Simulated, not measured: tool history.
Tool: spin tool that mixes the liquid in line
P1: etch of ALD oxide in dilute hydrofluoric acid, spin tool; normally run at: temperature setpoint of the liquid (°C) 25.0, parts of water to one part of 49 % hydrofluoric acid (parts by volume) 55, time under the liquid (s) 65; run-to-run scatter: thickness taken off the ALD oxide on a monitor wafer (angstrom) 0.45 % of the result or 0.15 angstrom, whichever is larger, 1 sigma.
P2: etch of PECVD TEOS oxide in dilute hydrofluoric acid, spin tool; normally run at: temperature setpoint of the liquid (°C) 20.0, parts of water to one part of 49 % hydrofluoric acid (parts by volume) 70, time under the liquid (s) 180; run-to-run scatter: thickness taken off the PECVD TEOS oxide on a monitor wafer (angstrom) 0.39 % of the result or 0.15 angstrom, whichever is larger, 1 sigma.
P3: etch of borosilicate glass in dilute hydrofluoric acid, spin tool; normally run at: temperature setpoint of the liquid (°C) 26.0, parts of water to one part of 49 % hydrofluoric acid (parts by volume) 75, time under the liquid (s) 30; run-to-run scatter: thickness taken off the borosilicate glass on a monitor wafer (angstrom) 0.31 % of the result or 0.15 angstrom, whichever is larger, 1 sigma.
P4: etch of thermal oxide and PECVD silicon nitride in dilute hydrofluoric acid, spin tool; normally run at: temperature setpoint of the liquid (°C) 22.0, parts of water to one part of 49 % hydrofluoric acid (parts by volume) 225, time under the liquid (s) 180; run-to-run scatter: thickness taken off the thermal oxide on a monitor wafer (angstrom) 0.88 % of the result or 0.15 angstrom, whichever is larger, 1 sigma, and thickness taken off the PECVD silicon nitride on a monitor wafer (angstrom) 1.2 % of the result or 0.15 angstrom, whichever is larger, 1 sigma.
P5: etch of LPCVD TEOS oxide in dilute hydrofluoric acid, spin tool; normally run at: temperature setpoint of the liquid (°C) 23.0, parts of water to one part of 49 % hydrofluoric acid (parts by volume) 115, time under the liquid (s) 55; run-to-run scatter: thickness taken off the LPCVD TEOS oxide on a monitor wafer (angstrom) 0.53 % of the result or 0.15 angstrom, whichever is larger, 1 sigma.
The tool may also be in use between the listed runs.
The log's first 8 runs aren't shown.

| run | day | process that ran | temperature setpoint of the liquid (°C) | parts of water to one part of 49 % hydrofluoric acid (parts by volume) | time under the liquid (s) | hours since the thermometer was replaced | hours since the hydrofluoric acid flow meter was replaced | thickness taken off the ALD oxide on a monitor wafer (angstrom) | thickness taken off the borosilicate glass on a monitor wafer (angstrom) | thickness taken off the LPCVD TEOS oxide on a monitor wafer (angstrom) | thickness taken off the thermal oxide on a monitor wafer (angstrom) | thickness taken off the PECVD silicon nitride on a monitor wafer (angstrom) | thickness taken off the PECVD TEOS oxide on a monitor wafer (angstrom) |
|---|---|---|---|---|---|---|---|---|---|---|---|---|---|
| 9 | 3.071 | P1 | 25.0 | 55 | 65 | 1529.8 | 534.3 | 259.39 |  |  |  |  |  |
| 10 | 3.342 | P3 | 26.0 | 20 | 30 | 1536.3 | 540.8 |  | 608.24 |  |  |  |  |
| 11 | 3.767 | P1 | 25.0 | 55 | 125 | 1546.5 | 551.0 | 496.57 |  |  |  |  |  |
| 12 | 4.108 | P4 | 27.0 | 225 | 180 | 1554.7 | 559.2 |  |  |  | 36.334 | 25.956 |  |
| 13 | 4.321 | P1 | 25.0 | 20 | 65 | 1559.8 | 564.3 | 750.58 |  |  |  |  |  |
| 14 | 4.538 | P1 | 25.0 | 55 | 35 | 1565.0 | 569.5 | 140.30 |  |  |  |  |  |
| 15 | 4.904 | P2 | 20.0 | 70 | 25 | 1573.8 | 578.3 |  |  |  |  |  | 33.923 |
| 16 | 5.246 | P3 | 26.0 | 75 | 30 | 1582.0 | 586.5 |  | 149.37 |  |  |  |  |
| 17 | 5.467 | P4 | 22.0 | 225 | 180 | 1587.3 | 591.8 |  |  |  | 30.375 | 18.823 |  |
| 18 | 5.842 | P3 | 26.0 | 75 | 60 | 1596.3 | 600.8 |  | 298.15 |  |  |  |  |
| 19 | 6.212 | P1 | 25.0 | 80 | 65 | 1605.2 | 609.7 | 172.04 |  |  |  |  |  |
| 20 | 6.567 | P2 | 26.0 | 70 | 180 | 1613.7 | 618.2 |  |  |  |  |  | 308.960 |
| 21 | 6.958 | P1 | 25.0 | 55 | 65 | 1623.1 | 627.6 | 259.97 |  |  |  |  |  |
| 22 | 7.350 | P2 | 20.0 | 70 | 180 | 1632.5 | 637.0 |  |  |  |  |  | 242.210 |
| 23 | 7.746 | P1 | 25.0 | 55 | 65 | 1642.0 | 646.5 | 260.31 |  |  |  |  |  |
| 24 | 8.033 | P1 | 25.0 | 55 | 65 | 1648.9 | 653.4 | 258.72 |  |  |  |  |  |
| 25 | 8.433 | P1 | 25.0 | 85 | 15 | 1658.5 | 663.0 | 37.16 |  |  |  |  |  |
| 26 | 8.650 | P5 | 23.0 | 115 | 15 | 1663.7 | 668.2 |  |  | 25.445 |  |  |  |
| 27 | 9.012 | P5 | 23.0 | 115 | 55 | 1672.4 | 676.9 |  |  | 90.933 |  |  |  |
| 28 | 9.442 | P5 | 23.0 | 205 | 55 | 1682.7 | 687.2 |  |  | 46.582 |  |  |  |
| 29 | 9.842 | P4 | 22.0 | 80 | 180 | 1692.3 | 696.8 |  |  |  | 100.140 | 51.935 |  |

Run 30 comes next. What will it give?
| 30 | 10.308 | P1 | 25.0 | 55 | 65 | 1703.5 | 708.0 | ? |  |  |  |  |  |

thickness taken off the ALD oxide on a monitor wafer (angstrom): 256.89
